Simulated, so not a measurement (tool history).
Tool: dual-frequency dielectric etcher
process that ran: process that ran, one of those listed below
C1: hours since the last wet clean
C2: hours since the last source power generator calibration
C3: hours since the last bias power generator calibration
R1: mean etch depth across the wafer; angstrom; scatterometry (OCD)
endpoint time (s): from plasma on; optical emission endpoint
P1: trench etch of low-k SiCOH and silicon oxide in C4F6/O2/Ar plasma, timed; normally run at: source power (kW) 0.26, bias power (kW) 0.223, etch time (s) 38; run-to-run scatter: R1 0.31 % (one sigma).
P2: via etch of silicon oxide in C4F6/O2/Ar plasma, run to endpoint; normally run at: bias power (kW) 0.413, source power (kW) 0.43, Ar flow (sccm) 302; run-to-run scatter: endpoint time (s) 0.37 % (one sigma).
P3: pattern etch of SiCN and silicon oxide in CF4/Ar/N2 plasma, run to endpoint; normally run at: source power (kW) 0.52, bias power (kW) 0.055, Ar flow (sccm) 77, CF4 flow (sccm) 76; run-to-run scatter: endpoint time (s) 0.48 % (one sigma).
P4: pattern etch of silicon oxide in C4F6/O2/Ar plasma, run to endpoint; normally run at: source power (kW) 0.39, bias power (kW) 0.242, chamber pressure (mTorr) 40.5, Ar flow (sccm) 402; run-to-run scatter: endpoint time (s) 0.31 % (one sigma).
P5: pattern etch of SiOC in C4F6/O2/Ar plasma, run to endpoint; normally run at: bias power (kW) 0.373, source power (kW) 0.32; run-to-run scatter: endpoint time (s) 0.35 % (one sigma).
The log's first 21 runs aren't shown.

Run 22, day 5.904: process that ran P1, source power (kW) 0.26, bias power (kW) 0.223, etch time (s) 38; C1 296.4; C2 546.5; C3 1353.8. Result: R1 1151.9 angstrom.
Run 23, day 6.246: process that ran P5, source power (kW) 0.32, bias power (kW) 0.373; C1 304.6; C2 554.7; C3 1362. Result: endpoint time (s) 16.293.
Run 24, day 6.5: process that ran P5, source power (kW) 0.39, bias power (kW) 0.373; C1 310.7; C2 560.8; C3 1368.1. Result: endpoint time (s) 15.068.
Run 25, day 6.771: process that ran P1, source power (kW) 0.26, bias power (kW) 0.223, etch time (s) 24; C1 317.2; C2 567.3; C3 1374.6. Result: R1 724.48 angstrom.
Run 26, day 7.112: process that ran P1, source power (kW) 0.26, bias power (kW) 0.223, etch time (s) 46.5; C1 325.4; C2 575.5; C3 1382.8. Result: R1 1404.7 angstrom.
Run 27, day 7.338: process that ran P1, source power (kW) 0.2, bias power (kW) 0.223, etch time (s) 29; C1 330.8; C2 580.9; C3 1388.2. Result: R1 792.61 angstrom.
Run 28, day 7.596: process that ran P3, source power (kW) 0.52, bias power (kW) 0.055, Ar flow (sccm) 77, CF4 flow (sccm) 94; C1 337; C2 587.1; C3 1394.4. Result: endpoint time (s) 12.046.
Run 29, day 7.871: process that ran P4, source power (kW) 0.39, bias power (kW) 0.242, chamber pressure (mTorr) 40.5, Ar flow (sccm) 482; C1 343.6; C2 593.7; C3 1401. Result: endpoint time (s) 10.715.

Forecast run 30:
At day 7.946: wet clean of the chamber.
Run 30, day 8.217: process that ran P4, source power (kW) 0.39, bias power (kW) 0.315, chamber pressure (mTorr) 40.5, Ar flow (sccm) 402; C1 6.6; C2 602; C3 1409.3. Result: endpoint time (s) ?.

{"run 30": {"endpoint time (s)": 9.4991}}
